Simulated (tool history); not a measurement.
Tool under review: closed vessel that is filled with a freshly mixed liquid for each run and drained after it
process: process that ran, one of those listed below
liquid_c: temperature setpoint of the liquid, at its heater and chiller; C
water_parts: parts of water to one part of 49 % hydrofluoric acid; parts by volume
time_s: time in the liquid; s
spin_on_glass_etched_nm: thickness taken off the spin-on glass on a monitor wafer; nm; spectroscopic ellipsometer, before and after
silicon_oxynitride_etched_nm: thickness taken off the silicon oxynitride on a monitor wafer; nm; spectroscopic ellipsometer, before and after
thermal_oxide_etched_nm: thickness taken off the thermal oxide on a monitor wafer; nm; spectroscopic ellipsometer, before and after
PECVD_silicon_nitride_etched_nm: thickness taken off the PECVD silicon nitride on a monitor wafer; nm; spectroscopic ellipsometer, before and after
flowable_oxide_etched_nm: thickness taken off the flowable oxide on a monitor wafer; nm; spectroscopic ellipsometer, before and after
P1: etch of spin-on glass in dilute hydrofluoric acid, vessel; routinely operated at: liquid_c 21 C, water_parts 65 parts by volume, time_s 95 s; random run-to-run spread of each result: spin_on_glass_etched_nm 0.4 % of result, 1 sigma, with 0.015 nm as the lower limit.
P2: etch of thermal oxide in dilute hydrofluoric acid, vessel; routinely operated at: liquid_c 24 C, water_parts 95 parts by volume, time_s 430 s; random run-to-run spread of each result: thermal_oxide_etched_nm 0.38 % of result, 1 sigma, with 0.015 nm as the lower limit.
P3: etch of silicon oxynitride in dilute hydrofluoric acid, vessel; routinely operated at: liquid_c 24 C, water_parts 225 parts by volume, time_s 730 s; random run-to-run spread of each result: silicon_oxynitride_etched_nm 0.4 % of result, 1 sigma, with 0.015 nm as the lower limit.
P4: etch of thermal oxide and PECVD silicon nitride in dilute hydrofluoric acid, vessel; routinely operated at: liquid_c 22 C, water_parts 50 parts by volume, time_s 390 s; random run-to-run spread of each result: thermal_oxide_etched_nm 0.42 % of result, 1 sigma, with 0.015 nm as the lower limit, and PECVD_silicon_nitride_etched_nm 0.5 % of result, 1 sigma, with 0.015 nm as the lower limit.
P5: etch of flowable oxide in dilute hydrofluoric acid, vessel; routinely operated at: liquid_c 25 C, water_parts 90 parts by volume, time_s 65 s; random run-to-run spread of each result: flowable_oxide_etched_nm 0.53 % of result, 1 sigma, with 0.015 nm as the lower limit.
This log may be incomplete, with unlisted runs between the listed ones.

run,hour,process,liquid_c,water_parts,time_s,hours since the thermometer was replaced,hours since the hydrofluoric acid flow meter was replaced,spin_on_glass_etched_nm,silicon_oxynitride_etched_nm,thermal_oxide_etched_nm,PECVD_silicon_nitride_etched_nm,flowable_oxide_etched_nm
1,4.6,P1,21,65,95,221.8,1111,56.753,,,,
2,10.8,P1,21,65,95,228,1117.2,56.958,,,,
3,19.7,P1,21,65,95,236.9,1126.1,56.562,,,,
4,26.2,P3,24,225,730,243.4,1132.6,,13.43,,,
5,33.4,P4,22,50,190,250.6,1139.8,,,18.065,10.892,
6,41.4,P1,17,65,95,258.6,1147.8,47.773,,,,
7,46.7,P2,24,145,430,263.9,1153.1,,,13.588,,
8,55.2,P5,25,90,30,272.4,1161.6,,,,,17.716
9,61.3,P3,24,80,730,278.5,1167.7,,42.249,,,
10,70,P1,29,65,95,287.2,1176.4,78.487,,,,
11,79.2,P5,25,90,65,296.4,1185.6,,,,,38.677
12,83.5,P1,21,65,95,300.7,1189.9,56.61,,,,
13,91.7,P1,21,65,170,308.9,1198.1,101.29,,,,
14,96.3,P1,24.5,20,95,313.5,1202.7,226.69,,,,
15,101.4,P2,20.5,95,430,318.6,1207.8,,,19.137,,
16,108.3,P3,19.5,225,730,325.5,1214.7,,10.93,,,
17,115,P5,19.5,90,65,332.2,1221.4,,,,,30.98
18,121,P4,22,50,390,338.2,1227.4,,,36.946,22.247,
19,129.5,P2,24,95,635,346.7,1235.9,,,32.649,,
20,138.1,P1,21,100,95,355.3,1244.5,34.85,,,,
21,145.4,P2,24,95,430,362.6,1251.8,,,22.054,,
22,151.8,P3,24,225,105,369,1258.2,,1.9302,,,
23,158,P1,21,65,95,375.2,1264.4,56.568,,,,
24,163.4,P1,21,65,30,380.6,1269.8,17.83,,,,
25,172.1,P4,22,75,390,389.3,1278.5,,,23.866,14.993,
26,179.9,P4,28.5,50,390,397.1,1286.3,,,48.267,34.442,
27,188.3,P1,21,25,135,405.5,1294.7,220.8,,,,
28,195.2,P1,21,25,95,412.4,1301.6,153.89,,,,
29,205.1,P5,25,90,65,422.3,1311.5,,,,,38.471
30,211,P5,25,20,65,428.2,1317.4,,,,,189.66
31,216.5,P1,21,65,95,433.7,1322.9,56.549,,,,
32,221.5,P1,21,65,95,438.7,1327.9,57.564,,,,
33,230.2,P1,21,65,95,447.4,1336.6,58.59,,,,
34,236.8,P1,21,65,95,454,1343.2,59.748,,,,
35,243.7,P1,21,65,95,460.9,1350.1,60.298,,,,
36,248.7,P1,21,65,95,465.9,1355.1,60.546,,,,
37,256.6,P1,21,65,95,473.8,1363,60.696,,,,
38,265.7,P1,21,65,95,482.9,1372.1,60.655,,,,
39,273.7,P1,21,65,95,490.9,1380.1,60.979,,,,

Predict the results of run 40:
40,280.3,P1,21,65,95,497.5,1386.7,?,,,,

spin_on_glass_etched_nm: 61.349 nm
